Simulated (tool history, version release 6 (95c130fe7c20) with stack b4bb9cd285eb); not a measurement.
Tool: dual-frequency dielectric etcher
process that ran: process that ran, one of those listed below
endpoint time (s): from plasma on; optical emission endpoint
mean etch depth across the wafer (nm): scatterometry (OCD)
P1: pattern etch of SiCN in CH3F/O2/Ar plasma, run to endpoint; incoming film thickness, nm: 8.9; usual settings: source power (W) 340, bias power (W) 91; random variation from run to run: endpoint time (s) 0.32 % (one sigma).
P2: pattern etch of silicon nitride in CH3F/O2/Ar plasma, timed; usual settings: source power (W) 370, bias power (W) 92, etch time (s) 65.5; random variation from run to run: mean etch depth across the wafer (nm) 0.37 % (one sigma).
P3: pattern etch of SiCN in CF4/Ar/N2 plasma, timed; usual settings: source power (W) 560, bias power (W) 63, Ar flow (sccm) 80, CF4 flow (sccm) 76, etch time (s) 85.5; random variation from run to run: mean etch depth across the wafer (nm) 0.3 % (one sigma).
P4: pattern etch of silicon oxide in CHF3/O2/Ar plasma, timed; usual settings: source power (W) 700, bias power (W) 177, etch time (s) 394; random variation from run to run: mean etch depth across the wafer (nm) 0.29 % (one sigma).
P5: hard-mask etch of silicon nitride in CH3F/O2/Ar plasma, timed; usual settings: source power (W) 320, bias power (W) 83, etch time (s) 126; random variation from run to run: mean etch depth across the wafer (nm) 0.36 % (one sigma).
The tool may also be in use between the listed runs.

run	hour	process that ran	source power (W)	bias power (W)	etch time (s)	Ar flow (sccm)	CF4 flow (sccm)	hours since the last wet clean	hours since the last source power generator calibration	hours since the last bias power generator calibration	endpoint time (s)	mean etch depth across the wafer (nm)
1	10.3	P1	340	91				255.2	1408.3	1802.2	22.699	
2	25.1	P2	370	92	92.5			270	1423.1	1817		67.401
3	32.7	P3	450	63	85.5	80	76	277.6	1430.7	1824.6		75.533
4	49.1	P1	340	116				294	1447.1	1841	20.559	
5	57.5	P3	560	87	85.5	80	76	302.4	1455.5	1849.4		103.02
6	73.9	P4	960	177	394			318.8	1471.9	1865.8		936.63
7	87.8	P5	320	111	126			332.7	1485.8	1879.7		91.142
8	100.6	P5	250	83	126			345.5	1498.6	1892.5		74.982
9	114.5	P1	340	91				359.4	1512.5	1906.4	22.704	
10	128.4	P1	450	91				373.3	1526.4	1920.3	20.373	
11	144.1	P4	700	177	216.5			389	1542.1	1936		452.21
12	153	P3	560	63	85.5	80	76	397.9	1551	1944.9		92.499
13	161.1	P5	320	83	78			406	1559.1	1953		51.12
14	175.8	P1	340	57				420.7	1573.8	1967.7	26.83	
15	184.3	P2	290	92	65.5			429.2	1582.3	1976.2		43.525
16	194.2	P2	370	92	65.5			439.1	1592.2	1986.1		47.546
17	203.3	P5	320	83	126			448.2	1601.3	1995.2		82.313
18	212.2	P4	700	126	394			457.1	1610.2	2004.1		744.99
19	221.3	P2	370	92	65.5			466.2	1619.3	2013.2		47.603
20	230.7	P3	560	63	85.5	112	76	475.6	1628.7	2022.6		87.699
21	240.3	P1	340	91				485.2	1638.3	2032.2	22.622	
22	252.5	P5	320	83	126			497.4	1650.5	2044.4		82.053
23	265.4	P1	340	91				510.3	1663.4	2057.3	22.783	
24	278.7	P3	560	63	85.5	80	98	523.6	1676.7	2070.6		95.814
25	286.4	P1	410	128				531.3	1684.4	2078.3	18.628	
26	300.1	P2	370	55	65.5			545	1698.1	2092		39.293

The next listed run, before its measurement:
27	311.1	P3	560	63	85.5	80	76	556	1709.1	2103		?

Run 27 gave mean etch depth across the wafer (nm) 92.488.
